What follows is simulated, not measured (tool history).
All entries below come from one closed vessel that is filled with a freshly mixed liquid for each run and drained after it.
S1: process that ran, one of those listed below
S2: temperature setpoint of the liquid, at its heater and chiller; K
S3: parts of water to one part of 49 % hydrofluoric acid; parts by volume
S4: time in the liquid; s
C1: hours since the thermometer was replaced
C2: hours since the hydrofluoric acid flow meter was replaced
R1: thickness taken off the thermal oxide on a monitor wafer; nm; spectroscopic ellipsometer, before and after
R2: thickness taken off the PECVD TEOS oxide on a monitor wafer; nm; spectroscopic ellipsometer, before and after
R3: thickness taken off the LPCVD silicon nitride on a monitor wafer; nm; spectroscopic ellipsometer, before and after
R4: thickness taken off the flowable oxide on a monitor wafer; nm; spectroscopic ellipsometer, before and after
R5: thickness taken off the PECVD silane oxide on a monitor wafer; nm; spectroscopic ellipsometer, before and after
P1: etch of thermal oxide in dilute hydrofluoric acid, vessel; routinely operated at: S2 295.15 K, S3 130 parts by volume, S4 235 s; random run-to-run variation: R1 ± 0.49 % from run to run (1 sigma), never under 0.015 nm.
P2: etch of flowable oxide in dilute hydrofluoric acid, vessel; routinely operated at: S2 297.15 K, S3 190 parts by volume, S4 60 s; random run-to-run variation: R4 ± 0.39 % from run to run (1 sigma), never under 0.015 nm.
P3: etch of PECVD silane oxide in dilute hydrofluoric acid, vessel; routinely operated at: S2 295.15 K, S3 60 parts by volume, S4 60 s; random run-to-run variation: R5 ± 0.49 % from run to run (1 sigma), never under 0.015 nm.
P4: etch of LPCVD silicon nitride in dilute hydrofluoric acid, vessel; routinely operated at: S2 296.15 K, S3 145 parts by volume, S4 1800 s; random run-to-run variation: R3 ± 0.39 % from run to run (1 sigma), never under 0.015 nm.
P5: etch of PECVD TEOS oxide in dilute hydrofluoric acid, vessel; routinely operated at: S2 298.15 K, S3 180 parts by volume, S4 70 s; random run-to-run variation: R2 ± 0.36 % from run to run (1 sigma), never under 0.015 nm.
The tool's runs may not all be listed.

Run 1, day 0.192: S1 P1, S2 295.15 K, S3 130 parts by volume, S4 235 s; C1 378.1; C2 655.7. Result: R1 7.78900 nm.
Run 2, day 0.317: S1 P1, S2 295.15 K, S3 130 parts by volume, S4 235 s; C1 381.1; C2 658.7. Result: R1 7.76060 nm.
Run 3, day 0.450: S1 P1, S2 299.15 K, S3 190 parts by volume, S4 235 s; C1 384.3; C2 661.9. Result: R1 5.76010 nm.
Run 4, day 0.550: S1 P5, S2 298.15 K, S3 180 parts by volume, S4 70 s; C1 386.7; C2 664.3. Result: R2 8.1600 nm.
Run 5, day 0.692: S1 P5, S2 298.15 K, S3 180 parts by volume, S4 70 s; C1 390.1; C2 667.7. Result: R2 8.1724 nm.
Run 6, day 0.900: S1 P4, S2 302.15 K, S3 145 parts by volume, S4 1800 s; C1 395.1; C2 672.7. Result: R3 8.7628 nm.
Run 7, day 1.029: S1 P1, S2 295.15 K, S3 130 parts by volume, S4 235 s; C1 398.2; C2 675.8. Result: R1 7.79020 nm.
Run 8, day 1.146: S1 P2, S2 297.15 K, S3 190 parts by volume, S4 30 s; C1 401.0; C2 678.6. Result: R4 4.5678 nm.
Run 9, day 1.279: S1 P1, S2 302.15 K, S3 130 parts by volume, S4 355 s; C1 404.2; C2 681.8. Result: R1 15.32100 nm.
Run 10, day 1.442: S1 P1, S2 300.65 K, S3 130 parts by volume, S4 235 s; C1 408.1; C2 685.7. Result: R1 9.45160 nm.
Run 11, day 1.562: S1 P1, S2 295.15 K, S3 130 parts by volume, S4 235 s; C1 411.0; C2 688.6. Result: R1 7.70550 nm.
Run 12, day 1.729: S1 P1, S2 295.15 K, S3 220 parts by volume, S4 430 s; C1 415.0; C2 692.6. Result: R1 7.52740 nm.
Run 13, day 1.871: S1 P4, S2 296.15 K, S3 145 parts by volume, S4 1800 s; C1 418.4; C2 696.0. Result: R3 5.9671 nm.
Run 14, day 2.075: S1 P2, S2 297.15 K, S3 190 parts by volume, S4 60 s; C1 423.3; C2 700.9. Result: R4 9.0037 nm.
Run 15, day 2.175: S1 P3, S2 295.15 K, S3 95 parts by volume, S4 60 s; C1 425.7; C2 703.3. Result: R5 29.698 nm.
Run 16, day 2.304: S1 P1, S2 290.15 K, S3 130 parts by volume, S4 235 s; C1 428.8; C2 706.4. Result: R1 6.33140 nm.
Run 17, day 2.512: S1 P1, S2 295.15 K, S3 130 parts by volume, S4 235 s; C1 433.8; C2 711.4. Result: R1 7.72250 nm.
Run 18, day 2.667: S1 P5, S2 298.15 K, S3 320 parts by volume, S4 70 s; C1 437.5; C2 715.1. Result: R2 3.9750 nm.
Run 19, day 2.854: S1 P1, S2 295.15 K, S3 130 parts by volume, S4 235 s; C1 442.0; C2 719.6. Result: R1 7.81340 nm.
Run 20, day 3.054: S1 P3, S2 295.15 K, S3 60 parts by volume, S4 30 s; C1 446.8; C2 724.4. Result: R5 24.543 nm.
Run 21, day 3.258: S1 P1, S2 295.15 K, S3 130 parts by volume, S4 30 s; C1 451.7; C2 729.3. Result: R1 0.98582 nm.
Run 22, day 3.412: S1 P5, S2 302.65 K, S3 180 parts by volume, S4 70 s; C1 455.4; C2 733.0. Result: R2 9.5968 nm.
Run 23, day 3.588: S1 P2, S2 290.15 K, S3 190 parts by volume, S4 60 s; C1 459.6; C2 737.2. Result: R4 6.9022 nm.
Run 24, day 3.708: S1 P1, S2 295.15 K, S3 55 parts by volume, S4 235 s; C1 462.5; C2 740.1. Result: R1 20.07700 nm.
Run 25, day 3.875: S1 P1, S2 295.15 K, S3 185 parts by volume, S4 235 s; C1 466.5; C2 744.1. Result: R1 5.12550 nm.
Run 26, day 4.046: S1 P2, S2 297.15 K, S3 315 parts by volume, S4 60 s; C1 470.6; C2 748.2. Result: R4 4.7994 nm.
Run 27, day 4.254: S1 P1, S2 295.15 K, S3 130 parts by volume, S4 415 s; C1 475.6; C2 753.2. Result: R1 13.69900 nm.
Run 28, day 4.388: S1 P3, S2 295.15 K, S3 60 parts by volume, S4 60 s; C1 478.8; C2 756.4. Result: R5 49.416 nm.
Run 29, day 4.588: S1 P4, S2 296.15 K, S3 145 parts by volume, S4 1800 s; C1 483.6; C2 761.2. Result: R3 6.0054 nm.
Run 30, day 4.696: S1 P4, S2 296.15 K, S3 85 parts by volume, S4 1800 s; C1 486.2; C2 763.8. Result: R3 10.1330 nm.
Run 31, day 4.850: S1 P4, S2 296.15 K, S3 145 parts by volume, S4 445 s; C1 489.9; C2 767.5. Result: R3 1.4307 nm.
Run 32, day 4.950: S1 P3, S2 290.15 K, S3 60 parts by volume, S4 60 s; C1 492.3; C2 769.9. Result: R5 39.643 nm.
Run 33, day 5.121: S1 P2, S2 297.15 K, S3 190 parts by volume, S4 60 s; C1 496.4; C2 774.0. Result: R4 9.1415 nm.
Run 34, day 5.221: S1 P5, S2 298.15 K, S3 180 parts by volume, S4 40 s; C1 498.8; C2 776.4. Result: R2 4.6526 nm.
Run 35, day 5.358: S1 P1, S2 295.15 K, S3 130 parts by volume, S4 235 s; C1 502.1; C2 779.7. Result: R1 7.71560 nm.
Run 36, day 5.479: S1 P1, S2 295.15 K, S3 130 parts by volume, S4 235 s; C1 505.0; C2 782.6. Result: R1 7.94160 nm.
Run 37, day 5.658: S1 P1, S2 295.15 K, S3 130 parts by volume, S4 235 s; C1 509.3; C2 786.9. Result: R1 8.00290 nm.
Run 38, day 5.754: S1 P1, S2 295.15 K, S3 130 parts by volume, S4 235 s; C1 511.6; C2 789.2. Result: R1 8.13220 nm.
Run 39, day 5.954: S1 P1, S2 295.15 K, S3 130 parts by volume, S4 235 s; C1 516.4; C2 794.0. Result: R1 8.16380 nm.
Run 40, day 6.158: S1 P1, S2 295.15 K, S3 130 parts by volume, S4 235 s; C1 521.3; C2 798.9. Result: R1 8.12630 nm.
Run 41, day 6.333: S1 P1, S2 295.15 K, S3 130 parts by volume, S4 235 s; C1 525.5; C2 803.1. Result: R1 8.26430 nm.
Run 42, day 6.546: S1 P1, S2 295.15 K, S3 130 parts by volume, S4 235 s; C1 530.6; C2 808.2. Result: R1 8.24050 nm.
Run 43, day 6.704: S1 P1, S2 295.15 K, S3 130 parts by volume, S4 235 s; C1 534.4; C2 812.0. Result: R1 8.21700 nm.
Run 44, day 6.825: S1 P1, S2 295.15 K, S3 130 parts by volume, S4 235 s; C1 537.3; C2 814.9. Result: R1 8.31960 nm.

What P1 gives has crept away from where it was. These 2 causes fit the log equally well, each at the size given:
A: hydrofluoric acid flow above the setpoint (%) = 5.49
B: liquid hotter than its thermometer reads (K) = 1.56
Creep in the process output first set in at about day 5.358.

Below are 4 check runs, each on a single wafer, with their results shown as question marks. Which of them would tell the listed causes apart, meaning the causes would give clearly different results under it?
Run check 1, day 6.946: S1 P3, S2 295.15 K, S3 60 parts by volume, S4 60 s. Result: R5 ?.
Run check 2, day 6.946: S1 P2, S2 297.15 K, S3 190 parts by volume, S4 60 s. Result: R4 ?.
Run check 3, day 6.946: S1 P4, S2 296.15 K, S3 145 parts by volume, S4 1800 s. Result: R3 ?.
Run check 4, day 6.946: S1 P5, S2 298.15 K, S3 180 parts by volume, S4 70 s. Result: R2 ?.

Expected result of each check under each candidate cause:
  check  result    if A    if B
check 1      R5  52.078  52.446
check 2      R4  9.6450  9.5803
check 3      R3  6.2888  6.6003
check 4      R2  8.6711  8.6128
Gap, in per cent, between the two causes that each check separates least, read from the result that separates them most: check 1 0.7 %; check 2 0.67 %; check 3 4.84 %; check 4 0.67 %
Only check 3 tells the causes apart: in the others they would give nearly the same result.

Then check 3 was run and gave: R3 6.3053 nm. Which cause is it?

Of the candidate causes, it is A: hydrofluoric acid flow above the setpoint (%).
